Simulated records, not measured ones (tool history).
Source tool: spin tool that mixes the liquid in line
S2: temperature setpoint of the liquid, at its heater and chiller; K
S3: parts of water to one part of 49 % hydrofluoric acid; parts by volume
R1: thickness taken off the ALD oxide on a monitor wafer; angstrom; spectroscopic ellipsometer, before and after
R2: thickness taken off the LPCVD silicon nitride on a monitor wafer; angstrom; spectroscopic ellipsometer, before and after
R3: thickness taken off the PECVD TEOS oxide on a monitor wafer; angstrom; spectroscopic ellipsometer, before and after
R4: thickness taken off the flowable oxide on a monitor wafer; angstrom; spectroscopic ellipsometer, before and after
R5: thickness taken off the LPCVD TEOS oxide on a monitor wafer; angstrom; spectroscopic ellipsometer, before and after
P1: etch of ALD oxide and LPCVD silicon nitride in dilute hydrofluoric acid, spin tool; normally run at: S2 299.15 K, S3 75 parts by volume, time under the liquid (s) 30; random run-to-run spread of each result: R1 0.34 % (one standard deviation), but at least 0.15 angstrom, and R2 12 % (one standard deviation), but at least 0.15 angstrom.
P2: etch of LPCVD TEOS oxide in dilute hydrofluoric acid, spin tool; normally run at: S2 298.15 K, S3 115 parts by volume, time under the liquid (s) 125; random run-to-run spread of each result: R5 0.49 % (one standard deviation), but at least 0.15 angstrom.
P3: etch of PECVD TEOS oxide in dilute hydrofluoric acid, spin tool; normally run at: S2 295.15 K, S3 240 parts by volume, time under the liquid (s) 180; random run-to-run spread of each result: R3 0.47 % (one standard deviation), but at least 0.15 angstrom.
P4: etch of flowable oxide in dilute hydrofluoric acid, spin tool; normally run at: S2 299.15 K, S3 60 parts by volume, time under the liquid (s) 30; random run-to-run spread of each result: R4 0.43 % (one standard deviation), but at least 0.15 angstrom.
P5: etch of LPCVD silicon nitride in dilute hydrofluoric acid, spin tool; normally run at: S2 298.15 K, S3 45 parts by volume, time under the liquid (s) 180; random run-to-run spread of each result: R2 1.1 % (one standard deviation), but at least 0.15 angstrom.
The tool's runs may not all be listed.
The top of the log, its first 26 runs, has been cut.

run 27 hour=120.6 | process_that_ran=P5 S2=304.65 S3=45 time_under_the_liquid_(s)=180 | R2=32.964
run 28 hour=126.9 | process_that_ran=P1 S2=299.15 S3=75 time_under_the_liquid_(s)=30 | R1=92.526 R2=2.1158
run 29 hour=130.8 | process_that_ran=P1 S2=291.15 S3=75 time_under_the_liquid_(s)=30 | R1=66.746 R2=1.3327
run 30 hour=137.3 | process_that_ran=P1 S2=299.15 S3=75 time_under_the_liquid_(s)=30 | R1=92.443 R2=2.3529
run 31 hour=142 | process_that_ran=P1 S2=299.15 S3=75 time_under_the_liquid_(s)=30 | R1=92.372 R2=2.0542
run 32 hour=145.1 | process_that_ran=P4 S2=299.15 S3=60 time_under_the_liquid_(s)=30 | R4=219.54
run 33 hour=149 | process_that_ran=P1 S2=299.15 S3=75 time_under_the_liquid_(s)=30 | R1=92.756 R2=2.4326
run 34 hour=153 | process_that_ran=P1 S2=299.15 S3=75 time_under_the_liquid_(s)=30 | R1=94.421 R2=1.9997
run 35 hour=157 | process_that_ran=P1 S2=299.15 S3=75 time_under_the_liquid_(s)=30 | R1=95.908 R2=2.1142
run 36 hour=162.4 | process_that_ran=P1 S2=299.15 S3=75 time_under_the_liquid_(s)=30 | R1=96.691 R2=2.1668

What will run 37 give?
run 37 hour=168 | process_that_ran=P1 S2=299.15 S3=75 time_under_the_liquid_(s)=30 | R1=? R2=?

Run 37 measured R1 98.155 angstrom, R2 2.584 angstrom.
